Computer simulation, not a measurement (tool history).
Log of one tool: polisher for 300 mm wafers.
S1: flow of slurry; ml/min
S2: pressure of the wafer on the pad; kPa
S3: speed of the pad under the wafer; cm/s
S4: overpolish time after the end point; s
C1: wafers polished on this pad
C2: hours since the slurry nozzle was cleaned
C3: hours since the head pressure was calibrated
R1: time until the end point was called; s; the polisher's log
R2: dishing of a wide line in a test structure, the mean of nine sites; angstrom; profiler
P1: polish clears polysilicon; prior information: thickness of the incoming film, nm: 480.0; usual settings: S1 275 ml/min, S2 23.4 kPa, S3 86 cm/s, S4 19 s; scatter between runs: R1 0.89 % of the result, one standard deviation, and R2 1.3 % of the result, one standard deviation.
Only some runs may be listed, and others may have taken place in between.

{"run": 1, "hour": 9.9, "S1": 275, "S2": 23.4, "S3": 86, "S4": 19, "C1": 362, "C2": 141.8, "C3": 246.6, "R1": 37.677, "R2": 445.83}
{"run": 2, "hour": 27.5, "S1": 275, "S2": 23.4, "S3": 86, "S4": 19, "C1": 583, "C2": 159.4, "C3": 264.2, "R1": 37.678, "R2": 447.62}
{"run": 3, "hour": 44.0, "S1": 165, "S2": 23.4, "S3": 86, "S4": 19, "C1": 790, "C2": 175.9, "C3": 280.7, "R1": 40.713, "R2": 451.26}
{"run": 4, "hour": 55.8, "S1": 415, "S2": 23.4, "S3": 86, "S4": 19, "C1": 938, "C2": 187.7, "C3": 292.5, "R1": 36.867, "R2": 446.87}
{"run": 5, "hour": 66.5, "S1": 275, "S2": 12.4, "S3": 86, "S4": 19, "C1": 1072, "C2": 198.4, "C3": 303.2, "R1": 70.861, "R2": 422.94}
{"run": 6, "hour": 82.1, "S1": 275, "S2": 23.4, "S3": 86, "S4": 19, "C1": 1268, "C2": 214.0, "C3": 318.8, "R1": 37.846, "R2": 450.82}
{"run": 7, "hour": 100.0, "S1": 275, "S2": 23.4, "S3": 40, "S4": 19, "C1": 1492, "C2": 231.9, "C3": 336.7, "R1": 80.046, "R2": 405.81}
{"hour": 112.7, "done": "slurry nozzle cleaned"}
{"run": 8, "hour": 115.4, "S1": 275, "S2": 23.4, "S3": 86, "S4": 8, "C1": 1686, "C2": 2.7, "C3": 352.1, "R1": 38.263, "R2": 391.64}
{"run": 9, "hour": 125.5, "S1": 275, "S2": 23.4, "S3": 86, "S4": 19, "C1": 1812, "C2": 12.8, "C3": 362.2, "R1": 37.673, "R2": 442.94}
{"run": 10, "hour": 136.6, "S1": 275, "S2": 23.4, "S3": 86, "S4": 37, "C1": 1952, "C2": 23.9, "C3": 373.3, "R1": 38.116, "R2": 447.28}
{"run": 11, "hour": 149.4, "S1": 275, "S2": 35.9, "S3": 58, "S4": 19, "C1": 2112, "C2": 36.7, "C3": 386.1, "R1": 36.557, "R2": 454.2}
{"run": 12, "hour": 165.0, "S1": 275, "S2": 23.4, "S3": 86, "S4": 19, "C1": 2308, "C2": 52.3, "C3": 401.7, "R1": 37.713, "R2": 441.44}
{"run": 13, "hour": 183.1, "S1": 275, "S2": 23.4, "S3": 116, "S4": 19, "C1": 2535, "C2": 70.4, "C3": 419.8, "R1": 27.771, "R2": 446.79}
{"run": 14, "hour": 192.2, "S1": 275, "S2": 23.4, "S3": 86, "S4": 19, "C1": 2650, "C2": 79.5, "C3": 428.9, "R1": 37.947, "R2": 451.06}
{"run": 15, "hour": 200.3, "S1": 275, "S2": 35.9, "S3": 86, "S4": 7, "C1": 2751, "C2": 87.6, "C3": 437.0, "R1": 25.219, "R2": 428.02}
{"run": 16, "hour": 214.2, "S1": 275, "S2": 33.8, "S3": 86, "S4": 19, "C1": 2926, "C2": 101.5, "C3": 450.9, "R1": 26.378, "R2": 438.45}
{"run": 17, "hour": 223.5, "S1": 275, "S2": 23.4, "S3": 86, "S4": 19, "C1": 3042, "C2": 110.8, "C3": 460.2, "R1": 37.855, "R2": 440.89}
{"run": 18, "hour": 237.4, "S1": 275, "S2": 23.4, "S3": 86, "S4": 19, "C1": 3217, "C2": 124.7, "C3": 474.1, "R1": 38.112, "R2": 448.43}
{"run": 19, "hour": 248.0, "S1": 275, "S2": 23.4, "S3": 86, "S4": 19, "C1": 3350, "C2": 135.3, "C3": 484.7, "R1": 38.602, "R2": 450.02}
{"run": 20, "hour": 265.9, "S1": 275, "S2": 23.4, "S3": 86, "S4": 19, "C1": 3574, "C2": 153.2, "C3": 502.6, "R1": 39.849, "R2": 444.76}
{"run": 21, "hour": 274.3, "S1": 275, "S2": 23.4, "S3": 86, "S4": 19, "C1": 3680, "C2": 161.6, "C3": 511.0, "R1": 39.136, "R2": 440.95}
{"run": 22, "hour": 289.0, "S1": 275, "S2": 23.4, "S3": 86, "S4": 19, "C1": 3864, "C2": 176.3, "C3": 525.7, "R1": 38.815, "R2": 433.06}
{"hour": 292.1, "done": "head pressure recalibrated"}
{"run": 23, "hour": 301.6, "S1": 275, "S2": 23.4, "S3": 86, "S4": 19, "C1": 4023, "C2": 188.9, "C3": 9.5, "R1": 39.479, "R2": 440.77}
{"run": 24, "hour": 314.8, "S1": 275, "S2": 23.4, "S3": 86, "S4": 19, "C1": 4188, "C2": 202.1, "C3": 22.7, "R1": 39.642, "R2": 439.9}
{"run": 25, "hour": 328.6, "S1": 275, "S2": 23.4, "S3": 86, "S4": 19, "C1": 4361, "C2": 215.9, "C3": 36.5, "R1": 39.707, "R2": 435.87}
{"run": 26, "hour": 339.6, "S1": 275, "S2": 23.4, "S3": 86, "S4": 19, "C1": 4499, "C2": 226.9, "C3": 47.5, "R1": 40.277, "R2": 443.59}
{"run": 27, "hour": 348.2, "S1": 275, "S2": 23.4, "S3": 86, "S4": 19, "C1": 4607, "C2": 235.5, "C3": 56.1, "R1": 39.772, "R2": 441.85}

The output of P1 has drifted from where it used to be. Each of the 2 causes below, taken at the size shown beside it, accounts for the log equally well:
A: slurry flow missing at the pad, % = 33.4
B: removal rate lost through wear of the pad, % = 4.71
Creep in the process output first set in at about hour 223.5.
Ruled out, with reasons:
head's pressure below its setpoint, %: serviced at hour 292.1, after the drift had started, without restoring the earlier output

4 check runs are offered, each on 5 wafers whose results are averaged, their results left as question marks. Which one tells the causes apart?
{"run": "check 1", "hour": 356.8, "S1": 275, "S2": 23.4, "S3": 48, "S4": 19, "R1": "?", "R2": "?"}
{"run": "check 2", "hour": 356.8, "S1": 165, "S2": 18.6, "S3": 86, "S4": 19, "R1": "?", "R2": "?"}
{"run": "check 3", "hour": 356.8, "S1": 275, "S2": 23.4, "S3": 50, "S4": 19, "R1": "?", "R2": "?"}
{"run": "check 4", "hour": 356.8, "S1": 330, "S2": 23.4, "S3": 86, "S4": 19, "R1": "?", "R2": "?"}

Expected result of each check under each candidate cause:
check=check_1 result=R1 if_A=71.193 if_B=71.198
check=check_1 result=R2 if_A=421.80 if_B=421.80
check=check_2 result=R1 if_A=54.926 if_B=53.339
check=check_2 result=R2 if_A=436.98 if_B=438.18
check=check_3 result=R1 if_A=68.346 if_B=68.350
check=check_3 result=R2 if_A=424.78 if_B=424.77
check=check_4 result=R1 if_A=38.797 if_B=39.098
check=check_4 result=R2 if_A=446.07 if_B=445.97
Minimum pairwise separation of causes per check, each pair taken at its best-separating result: check 1 0.01 %; check 2 2.93 %; check 3 0.01 %; check 4 0.77 %
Check 2 is the one run that separates the causes; every other check would come out nearly the same whichever cause is at work.

Then check 2 was run and gave: R1 54.737 s; R2 438.50 angstrom. Which cause is it?

It was cause A: slurry flow missing at the pad, %.
